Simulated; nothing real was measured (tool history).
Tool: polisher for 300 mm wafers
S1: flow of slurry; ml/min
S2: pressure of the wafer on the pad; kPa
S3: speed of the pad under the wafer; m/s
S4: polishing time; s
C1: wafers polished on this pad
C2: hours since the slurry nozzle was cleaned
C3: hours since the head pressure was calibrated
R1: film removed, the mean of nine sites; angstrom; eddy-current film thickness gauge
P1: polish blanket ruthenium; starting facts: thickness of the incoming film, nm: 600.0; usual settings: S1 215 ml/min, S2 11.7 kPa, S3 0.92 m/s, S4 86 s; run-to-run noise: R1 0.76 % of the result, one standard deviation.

{"run": 1, "hour": 5.8, "S1": 215, "S2": 11.7, "S3": 0.92, "S4": 86, "C1": 785, "C2": 171.7, "C3": 47.2, "R1": 637.45}
{"run": 2, "hour": 10.5, "S1": 215, "S2": 11.7, "S3": 0.92, "S4": 86, "C1": 832, "C2": 176.4, "C3": 51.9, "R1": 632.13}
{"hour": 13.7, "done": "head pressure recalibrated"}
{"run": 3, "hour": 14.3, "S1": 215, "S2": 11.7, "S3": 0.92, "S4": 86, "C1": 870, "C2": 180.2, "C3": 0.6, "R1": 638.42}
{"run": 4, "hour": 22.7, "S1": 275, "S2": 11.7, "S3": 0.92, "S4": 86, "C1": 953, "C2": 188.6, "C3": 9, "R1": 649.21}
{"hour": 24.7, "done": "slurry nozzle cleaned"}
{"hour": 25.6, "done": "worn pad replaced by a new one"}
{"run": 5, "hour": 27.8, "S1": 300, "S2": 11.7, "S3": 0.92, "S4": 62, "C1": 22, "C2": 3.2, "C3": 14.1, "R1": 477.47}
{"run": 6, "hour": 33.3, "S1": 215, "S2": 17.9, "S3": 0.92, "S4": 86, "C1": 76, "C2": 8.7, "C3": 19.6, "R1": 987.36}
{"run": 7, "hour": 40.2, "S1": 215, "S2": 11.7, "S3": 1.4, "S4": 112, "C1": 145, "C2": 15.6, "C3": 26.5, "R1": 1261.2}
{"run": 8, "hour": 46.2, "S1": 130, "S2": 11.7, "S3": 0.92, "S4": 86, "C1": 205, "C2": 21.6, "C3": 32.5, "R1": 587.43}
{"run": 9, "hour": 52.9, "S1": 215, "S2": 11.7, "S3": 0.92, "S4": 134, "C1": 271, "C2": 28.3, "C3": 39.2, "R1": 998.59}
{"run": 10, "hour": 58.4, "S1": 215, "S2": 11.7, "S3": 1.46, "S4": 86, "C1": 326, "C2": 33.8, "C3": 44.7, "R1": 996.82}
{"run": 11, "hour": 65.6, "S1": 215, "S2": 11.7, "S3": 0.92, "S4": 86, "C1": 398, "C2": 41, "C3": 51.9, "R1": 643.55}
{"run": 12, "hour": 71.5, "S1": 215, "S2": 11.7, "S3": 0.92, "S4": 43, "C1": 457, "C2": 46.9, "C3": 57.8, "R1": 318.42}
{"run": 13, "hour": 76.4, "S1": 215, "S2": 5.5, "S3": 0.92, "S4": 86, "C1": 505, "C2": 51.8, "C3": 62.7, "R1": 302.41}
{"run": 14, "hour": 80.9, "S1": 215, "S2": 11.7, "S3": 0.92, "S4": 86, "C1": 550, "C2": 56.3, "C3": 67.2, "R1": 637.94}
{"run": 15, "hour": 89.3, "S1": 215, "S2": 11.7, "S3": 0.56, "S4": 86, "C1": 634, "C2": 64.7, "C3": 75.6, "R1": 388.72}
{"run": 16, "hour": 93.6, "S1": 215, "S2": 5.5, "S3": 0.92, "S4": 53, "C1": 676, "C2": 69, "C3": 79.9, "R1": 185.21}
{"run": 17, "hour": 98.4, "S1": 215, "S2": 11.7, "S3": 0.92, "S4": 86, "C1": 724, "C2": 73.8, "C3": 84.7, "R1": 639.34}
{"run": 18, "hour": 103.8, "S1": 215, "S2": 11.7, "S3": 0.92, "S4": 86, "C1": 778, "C2": 79.2, "C3": 90.1, "R1": 636.32}
{"run": 19, "hour": 110.2, "S1": 215, "S2": 11.7, "S3": 0.92, "S4": 86, "C1": 842, "C2": 85.6, "C3": 96.5, "R1": 627.34}
{"run": 20, "hour": 116.7, "S1": 215, "S2": 11.7, "S3": 0.92, "S4": 86, "C1": 906, "C2": 92.1, "C3": 103, "R1": 620.67}

What will run 21 give?
{"run": 21, "hour": 123.8, "S1": 215, "S2": 11.7, "S3": 0.92, "S4": 86, "C1": 977, "C2": 99.2, "C3": 110.1, "R1": "?"}

R1: 611.94 angstrom
